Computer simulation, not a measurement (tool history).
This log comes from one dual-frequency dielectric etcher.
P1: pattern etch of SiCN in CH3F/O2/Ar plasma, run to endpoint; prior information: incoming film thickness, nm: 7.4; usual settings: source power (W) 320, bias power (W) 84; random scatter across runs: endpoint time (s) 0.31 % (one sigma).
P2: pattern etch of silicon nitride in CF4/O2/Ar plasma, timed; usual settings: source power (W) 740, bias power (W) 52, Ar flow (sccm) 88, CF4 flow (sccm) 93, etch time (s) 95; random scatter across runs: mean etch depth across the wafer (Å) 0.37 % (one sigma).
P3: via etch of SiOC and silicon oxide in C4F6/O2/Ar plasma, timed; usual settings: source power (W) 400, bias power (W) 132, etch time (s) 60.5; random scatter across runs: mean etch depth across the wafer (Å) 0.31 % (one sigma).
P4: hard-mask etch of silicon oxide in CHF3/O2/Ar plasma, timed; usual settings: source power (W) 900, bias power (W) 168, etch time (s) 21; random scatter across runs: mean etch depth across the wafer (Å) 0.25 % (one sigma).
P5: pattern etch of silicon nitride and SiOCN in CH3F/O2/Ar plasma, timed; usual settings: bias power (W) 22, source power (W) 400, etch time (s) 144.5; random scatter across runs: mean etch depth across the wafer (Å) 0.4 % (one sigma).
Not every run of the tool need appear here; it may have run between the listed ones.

run	hour	process that ran	source power (W)	bias power (W)	etch time (s)	Ar flow (sccm)	CF4 flow (sccm)	hours since the last wet clean	hours since the last source power generator calibration	hours since the last bias power generator calibration	endpoint time (s)	mean etch depth across the wafer (Å)
1	12.4	P1	320	84				162.3	1223.1	964.1	20.354	
2	21.4	P1	260	84				171.3	1232.1	973.1	21.973	
3	32.9	P4	900	168	12.5			182.8	1243.6	984.6		277.15
4	46.7	P5	400	30	144.5			196.6	1257.4	998.4		222
5	57.4	P2	740	66	95	88	93	207.3	1268.1	1009.1		2893.3
6	67.9	P4	900	220	21			217.8	1278.6	1019.6		507.88
7	75.3	P5	400	22	144.5			225.2	1286	1027		193.8
8	84.9	P2	740	52	140.5	88	93	234.8	1295.6	1036.6		3915.1
9	98.1	P5	400	22	144.5			248	1308.8	1049.8		193.85
10	112.3	P5	400	22	102			262.2	1323	1064		137.01
11	124.2	P2	740	52	95	88	93	274.1	1334.9	1075.9		2641.5
12	138.2	P2	550	52	95	88	93	288.1	1348.9	1089.9		2028.3
13	152.8	P2	740	52	95	116	93	302.7	1363.5	1104.5		2550.3
14	161	P1	320	84				310.9	1371.7	1112.7	20.311	
15	174.9	P1	400	70				324.8	1385.6	1126.6	19.808	
16	189	P3	400	132	60.5			338.9	1399.7	1140.7		622.32
17	202.1	P1	410	113				352	1412.8	1153.8	16.566	
18	211.7	P3	400	132	35			361.6	1422.4	1163.4		359.7
19	219.5	P1	420	84				369.4	1430.2	1171.2	18.362	
20	229.5	P5	260	22	144.5			379.4	1440.2	1181.2		167.44
21	243.6	P4	650	168	21			393.5	1454.3	1195.3		411.09
22	257.3	P2	740	52	95	88	125	407.2	1468	1209		2722.5
23	270.5	P1	320	104				420.4	1481.2	1222.2	18.734	
# hour 273.1: source power generator calibrated
24	280.7	P3	400	132	60.5			430.6	7.7	1232.4		622.63
25	288.1	P1	320	84				438	15.1	1239.8	20.356	
26	299.8	P1	320	54				449.7	26.8	1251.5	23.848	
27	311.7	P3	240	132	60.5			461.6	38.7	1263.4		509.71
28	320.2	P1	320	84				470.1	47.2	1271.9	20.268	
29	326.6	P1	320	84				476.5	53.6	1278.3	20.252	
30	339	P3	400	164	60.5			488.9	66	1290.7		662.46
31	348.4	P4	900	168	21			498.3	75.4	1300.1		465.43
32	361.2	P1	320	84				511.1	88.2	1312.9	20.382	
33	375.1	P1	320	84				525	102.1	1326.8	20.28	
34	382.1	P1	320	84				532	109.1	1333.8	20.351	
35	394.8	P1	320	84				544.7	121.8	1346.5	20.424	
36	408	P1	320	84				557.9	135	1359.7	20.547	
# hour 417.1: wet clean of the chamber
37	421.6	P1	320	84				4.6	148.6	1373.3	20.493	
38	433.2	P1	320	84				16.2	160.2	1384.9	20.519	
39	448.1	P1	320	84				31.1	175.1	1399.8	20.61	
40	462.7	P1	320	84				45.7	189.7	1414.4	20.632	

The log shows P1 creeping away from where it was. Any of the 2 causes listed here, at the size stated for it, fits the log just as well as the others:
A: bias power that arrives under what is set, % = 4.14
B: source power that arrives under what is set, % = 4.12
The creep began at about hour 375.1.
What rules out each remaining cause:
chamber walls in a state that lowers the etch rate, %: maintenance at hour 417.1, after the shift began, did not return the process to its former output

Below are 4 check runs, each averaged over 2 wafers, with their results shown as question marks. Which of them would give clearly different results depending on which cause is behind the drift?
check 1	477.3	P5	400	22	144.5							?
check 2	477.3	P2	740	52	95	88	93					?
check 3	477.3	P4	900	168	21							?
check 4	477.3	P3	400	132	60.5							?

Predicted outcomes, by check and by cause:
check	result	if A	if B
check 1	mean etch depth across the wafer (Å)	189.79	190.58
check 2	mean etch depth across the wafer (Å)	2595.9	2540.7
check 3	mean etch depth across the wafer (Å)	459.02	457.76
check 4	mean etch depth across the wafer (Å)	613.92	611.49
Separation of the two closest causes in each check, using whichever result separates them best: check 1 0.41 %; check 2 2.15 %; check 3 0.28 %; check 4 0.4 %
The other checks would show nearly matching results whichever cause is true, so check 2 is the only one that separates the causes.

With check 2 done, the readings were: mean etch depth across the wafer (Å) 2599.5. Identify which of the listed causes applies.

A is the cause: bias power that arrives under what is set, %.
